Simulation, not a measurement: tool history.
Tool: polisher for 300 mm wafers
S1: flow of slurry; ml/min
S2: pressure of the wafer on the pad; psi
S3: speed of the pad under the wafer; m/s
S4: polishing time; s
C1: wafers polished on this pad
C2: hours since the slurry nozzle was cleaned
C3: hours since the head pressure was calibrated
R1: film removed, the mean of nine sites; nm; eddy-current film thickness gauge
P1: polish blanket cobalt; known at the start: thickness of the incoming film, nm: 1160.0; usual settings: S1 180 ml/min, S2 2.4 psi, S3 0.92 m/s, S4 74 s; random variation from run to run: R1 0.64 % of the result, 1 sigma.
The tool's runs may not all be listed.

| run | hour | S1 | S2 | S3 | S4 | C1 | C2 | C3 | R1 |
|---|---|---|---|---|---|---|---|---|---|
| 1 | 15.4 | 180 | 2.4 | 0.92 | 74 | 289 | 148.7 | 525.2 | 437.85 |
| 2 | 25.3 | 180 | 2.4 | 0.92 | 74 | 407 | 158.6 | 535.1 | 430.87 |
| 3 | 33.9 | 180 | 2.4 | 0.92 | 74 | 510 | 167.2 | 543.7 | 435.12 |
| 4 | 44.3 | 180 | 2.4 | 1.4 | 74 | 635 | 177.6 | 554.1 | 655.98 |
| 5 | 59.1 | 180 | 2.4 | 0.92 | 106 | 812 | 192.4 | 568.9 | 611.38 |
| 6 | 70 | 180 | 2.4 | 0.92 | 38 | 943 | 203.3 | 579.8 | 221.92 |
| 7 | 77.7 | 180 | 1.5 | 0.92 | 74 | 1035 | 211 | 587.5 | 268.88 |
| 8 | 89.3 | 180 | 2.4 | 0.5 | 74 | 1174 | 222.6 | 599.1 | 235.8 |
| 9 | 104.9 | 235 | 2.4 | 0.92 | 74 | 1361 | 238.2 | 614.7 | 443.89 |
| 10 | 120.1 | 180 | 3.4 | 1.36 | 74 | 1544 | 253.4 | 629.9 | 904.11 |
| 11 | 128.7 | 180 | 1.8 | 0.64 | 74 | 1647 | 262 | 638.5 | 224.65 |
| 12 | 144.3 | 180 | 2.4 | 0.92 | 74 | 1834 | 277.6 | 654.1 | 429.24 |
| 13 | 151.8 | 180 | 3.6 | 0.92 | 74 | 1924 | 285.1 | 661.6 | 641.17 |

Forecast run 14:
|  | 158.6 | worn pad replaced by a new one |
| 14 | 164.6 | 110 | 2.4 | 0.92 | 74 | 72 | 297.9 | 674.4 | ? |

Run 14 gave R1 391.11 nm.

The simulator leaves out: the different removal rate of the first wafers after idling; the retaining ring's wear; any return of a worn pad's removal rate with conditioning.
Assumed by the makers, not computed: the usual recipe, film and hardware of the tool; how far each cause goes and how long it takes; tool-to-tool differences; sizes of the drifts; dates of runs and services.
